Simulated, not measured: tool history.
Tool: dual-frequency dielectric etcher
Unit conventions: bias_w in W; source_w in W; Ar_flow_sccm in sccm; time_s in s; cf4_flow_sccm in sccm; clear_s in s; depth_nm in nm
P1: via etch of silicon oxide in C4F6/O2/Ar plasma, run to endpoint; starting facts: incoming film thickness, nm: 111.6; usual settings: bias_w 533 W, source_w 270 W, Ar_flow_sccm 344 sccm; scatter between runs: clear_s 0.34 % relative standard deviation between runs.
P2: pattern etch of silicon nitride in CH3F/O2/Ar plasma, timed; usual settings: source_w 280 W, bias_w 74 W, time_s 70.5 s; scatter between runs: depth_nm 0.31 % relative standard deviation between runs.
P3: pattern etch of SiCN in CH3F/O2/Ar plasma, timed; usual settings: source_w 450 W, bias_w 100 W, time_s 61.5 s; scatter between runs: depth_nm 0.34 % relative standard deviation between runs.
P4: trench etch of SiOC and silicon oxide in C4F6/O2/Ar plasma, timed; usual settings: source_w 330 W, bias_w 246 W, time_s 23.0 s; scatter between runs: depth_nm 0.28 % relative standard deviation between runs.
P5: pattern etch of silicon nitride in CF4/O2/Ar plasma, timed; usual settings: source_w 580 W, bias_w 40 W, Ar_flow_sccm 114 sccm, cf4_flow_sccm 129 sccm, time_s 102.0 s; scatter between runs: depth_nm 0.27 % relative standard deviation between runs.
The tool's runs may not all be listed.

run	hour	process	bias_w	source_w	Ar_flow_sccm	time_s	cf4_flow_sccm	clear_s	depth_nm
1	11.5	P1	533	270	344			27.172	
2	21.3	P4	246	200		23.0			38.494
3	39.5	P5	40	350	114	102.0	129		134.090
4	53.0	P1	533	270	344			27.137	
5	61.4	P3	100	450		61.5			28.194
6	73.2	P2	74	280		50.0			30.462
7	90.1	P1	533	270	344			27.080	
8	103.3	P3	63	450		61.5			23.928
9	112.5	P1	322	270	249			31.648	
10	120.4	P1	317	270	344			32.953	
11	137.0	P1	668	270	344			24.756	
12	145.6	P4	246	330		13.5			27.290
13	159.3	P3	100	450		61.5			28.205
14	172.3	P2	88	280		70.5			45.969
15	182.7	P1	533	160	344			32.867	
16	200.0	P4	246	330		23.0			46.251
17	216.0	P1	533	270	344			27.024	
18	224.9	P5	40	580	156	102.0	129		199.540
19	240.4	P1	533	270	203			25.559	
20	252.2	P1	628	330	344			23.566	
21	269.0	P5	40	580	114	80.0	129		164.130
22	278.5	P2	74	280		70.5			42.981
23	293.7	P1	533	270	444			27.930	
24	301.8	P3	100	270		61.5			23.277
25	318.2	P1	533	270	344			27.039	
26	331.5	P1	533	270	344			27.058	
27	345.1	P3	100	450		47.5			21.723
28	362.8	P4	146	330		23.0			39.268
29	380.8	P2	74	180		70.5			36.619
30	395.8	P1	533	350	344			24.650	
31	405.2	P5	31	580	114	102.0	129		191.410
32	423.2	P5	40	580	114	102.0	129		210.230
33	440.9	P5	40	580	114	102.0	170		215.450
34	458.6	P1	533	270	344			27.114	
35	473.6	P1	533	270	344			27.052	
36	483.4	P1	533	270	344			27.012	
37	492.9	P1	533	270	344			26.922	
38	506.9	P1	533	270	344			26.776	
39	520.5	P1	533	270	344			26.711	
40	534.5	P1	533	270	344			26.703	
# hour 548.4: wet clean of the chamber
41	550.2	P1	533	270	344			26.542	
# hour 561.8: Ar flow controller replaced
42	568.3	P1	533	270	344			26.883	
43	577.4	P1	533	270	344			26.698	

The next listed run, before its measurement:
44	592.1	P1	533	270	344			?	

clear_s: 26.636 s
